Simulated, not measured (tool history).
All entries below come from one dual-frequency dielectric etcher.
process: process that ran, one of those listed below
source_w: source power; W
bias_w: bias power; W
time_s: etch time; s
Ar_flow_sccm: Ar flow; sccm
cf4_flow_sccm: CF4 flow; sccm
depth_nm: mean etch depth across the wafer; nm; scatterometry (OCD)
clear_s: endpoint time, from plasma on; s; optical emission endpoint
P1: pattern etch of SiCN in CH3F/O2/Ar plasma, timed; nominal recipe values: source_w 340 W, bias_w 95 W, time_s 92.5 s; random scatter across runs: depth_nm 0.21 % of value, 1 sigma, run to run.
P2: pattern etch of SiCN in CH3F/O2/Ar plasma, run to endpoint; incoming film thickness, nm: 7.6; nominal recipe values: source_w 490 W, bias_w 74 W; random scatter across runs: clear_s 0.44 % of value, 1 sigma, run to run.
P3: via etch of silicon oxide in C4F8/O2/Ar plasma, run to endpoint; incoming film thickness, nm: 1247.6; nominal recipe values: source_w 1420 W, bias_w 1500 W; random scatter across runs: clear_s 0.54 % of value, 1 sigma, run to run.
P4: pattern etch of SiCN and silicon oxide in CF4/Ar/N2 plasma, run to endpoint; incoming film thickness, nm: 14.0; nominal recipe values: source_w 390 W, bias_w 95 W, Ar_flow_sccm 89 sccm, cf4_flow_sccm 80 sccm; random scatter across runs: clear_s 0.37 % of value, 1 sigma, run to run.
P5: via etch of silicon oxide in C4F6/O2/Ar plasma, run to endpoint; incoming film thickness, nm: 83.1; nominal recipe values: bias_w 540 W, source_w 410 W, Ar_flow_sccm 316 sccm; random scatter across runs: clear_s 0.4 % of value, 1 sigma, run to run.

| run | hour | process | source_w | bias_w | time_s | Ar_flow_sccm | cf4_flow_sccm | hours since the last wet clean | hours since the last source power generator calibration | hours since the last bias power generator calibration | depth_nm | clear_s |
|---|---|---|---|---|---|---|---|---|---|---|---|---|
| 1 | 9.0 | P1 | 340 | 95 | 92.5 |  |  | 418.9 | 597.5 | 463.1 | 36.295 |  |
| 2 | 14.1 | P1 | 220 | 95 | 92.5 |  |  | 424.0 | 602.6 | 468.2 | 30.922 |  |
| 3 | 22.8 | P4 | 540 | 95 |  | 89 | 80 | 432.7 | 611.3 | 476.9 |  | 12.250 |
| 4 | 33.0 | P1 | 340 | 95 | 51.0 |  |  | 442.9 | 621.5 | 487.1 | 20.002 |  |
| 5 | 42.1 | P2 | 680 | 74 |  |  |  | 452.0 | 630.6 | 496.2 |  | 16.306 |
| 6 | 49.3 | P4 | 390 | 95 |  | 89 | 107 | 459.2 | 637.8 | 503.4 |  | 15.834 |
| 7 | 59.6 | P2 | 490 | 74 |  |  |  | 469.5 | 648.1 | 513.7 |  | 18.203 |
| 8 | 65.4 | P1 | 240 | 67 | 92.5 |  |  | 475.3 | 653.9 | 519.5 | 28.046 |  |
| 9 | 74.7 | P1 | 460 | 95 | 92.5 |  |  | 484.6 | 663.2 | 528.8 | 40.448 |  |
| 10 | 80.4 | P1 | 340 | 95 | 92.5 |  |  | 490.3 | 668.9 | 534.5 | 36.264 |  |
| 11 | 89.8 | P4 | 390 | 95 |  | 111 | 80 | 499.7 | 678.3 | 543.9 |  | 16.805 |
| 12 | 99.3 | P5 | 250 | 540 |  | 316 |  | 509.2 | 687.8 | 553.4 |  | 21.449 |
| 13 | 107.2 | P4 | 390 | 95 |  | 89 | 80 | 517.1 | 695.7 | 561.3 |  | 16.444 |
| 14 | 113.3 | P5 | 410 | 540 |  | 316 |  | 523.2 | 701.8 | 567.4 |  | 17.741 |
| 15 | 120.1 | P1 | 340 | 95 | 92.5 |  |  | 530.0 | 708.6 | 574.2 | 36.153 |  |
| 16 | 126.7 | P1 | 470 | 95 | 55.5 |  |  | 536.6 | 715.2 | 580.8 | 24.519 |  |
| 17 | 137.7 | P1 | 340 | 134 | 92.5 |  |  | 547.6 | 726.2 | 591.8 | 41.453 |  |
| 18 | 144.8 | P5 | 410 | 441 |  | 316 |  | 554.7 | 733.3 | 598.9 |  | 19.045 |
| 19 | 154.6 | P2 | 490 | 45 |  |  |  | 564.5 | 743.1 | 608.7 |  | 21.553 |
| 20 | 164.0 | P1 | 340 | 95 | 119.5 |  |  | 573.9 | 752.5 | 618.1 | 46.769 |  |
| 21 | 169.3 | P3 | 1860 | 1500 |  |  |  | 579.2 | 757.8 | 623.4 |  | 276.200 |
| 22 | 179.7 | P1 | 340 | 95 | 92.5 |  |  | 589.6 | 768.2 | 633.8 | 36.248 |  |
| 23 | 187.7 | P3 | 1420 | 896 |  |  |  | 597.6 | 776.2 | 641.8 |  | 353.840 |
| 24 | 192.8 | P3 | 1420 | 1500 |  |  |  | 602.7 | 781.3 | 646.9 |  | 310.180 |
| 25 | 199.7 | P1 | 340 | 95 | 92.5 |  |  | 609.6 | 788.2 | 653.8 | 36.325 |  |
| 26 | 209.0 | P4 | 390 | 95 |  | 89 | 80 | 618.9 | 797.5 | 663.1 |  | 16.422 |
| 27 | 215.2 | P1 | 340 | 95 | 92.5 |  |  | 625.1 | 803.7 | 669.3 | 36.247 |  |
| 28 | 221.6 | P4 | 390 | 58 |  | 89 | 80 | 631.5 | 810.1 | 675.7 |  | 19.409 |
| 29 | 228.0 | P1 | 340 | 57 | 92.5 |  |  | 637.9 | 816.5 | 682.1 | 30.122 |  |
| 30 | 234.6 | P5 | 410 | 540 |  | 233 |  | 644.5 | 823.1 | 688.7 |  | 17.101 |
| 31 | 245.6 | P1 | 340 | 117 | 114.5 |  |  | 655.5 | 834.1 | 699.7 | 48.643 |  |
| 32 | 256.6 | P1 | 340 | 95 | 92.5 |  |  | 666.5 | 845.1 | 710.7 | 36.240 |  |
| 33 | 263.1 | P1 | 340 | 95 | 92.5 |  |  | 673.0 | 851.6 | 717.2 | 36.088 |  |
| 34 | 273.1 | P1 | 340 | 95 | 92.5 |  |  | 683.0 | 861.6 | 727.2 | 36.047 |  |
| 35 | 282.1 | P1 | 340 | 95 | 92.5 |  |  | 692.0 | 870.6 | 736.2 | 35.850 |  |
| 36 | 289.8 | P1 | 340 | 95 | 92.5 |  |  | 699.7 | 878.3 | 743.9 | 36.004 |  |
|  | 299.1 | wet clean of the chamber |
| 37 | 299.2 | P1 | 340 | 95 | 92.5 |  |  | 0.2 | 887.7 | 753.3 | 35.936 |  |
| 38 | 309.5 | P1 | 340 | 95 | 92.5 |  |  | 10.5 | 898.0 | 763.6 | 35.673 |  |
| 39 | 315.1 | P1 | 340 | 95 | 92.5 |  |  | 16.1 | 903.6 | 769.2 | 35.713 |  |
| 40 | 325.6 | P1 | 340 | 95 | 92.5 |  |  | 26.6 | 914.1 | 779.7 | 35.597 |  |
| 41 | 334.6 | P1 | 340 | 95 | 92.5 |  |  | 35.6 | 923.1 | 788.7 | 35.496 |  |
| 42 | 344.3 | P1 | 340 | 95 | 92.5 |  |  | 45.3 | 932.8 | 798.4 | 35.771 |  |

For run 43, what comes out?
| 43 | 352.7 | P1 | 340 | 95 | 92.5 |  |  | 53.7 | 941.2 | 806.8 | ? |  |

{"run 43": {"depth_nm": 35.663}}
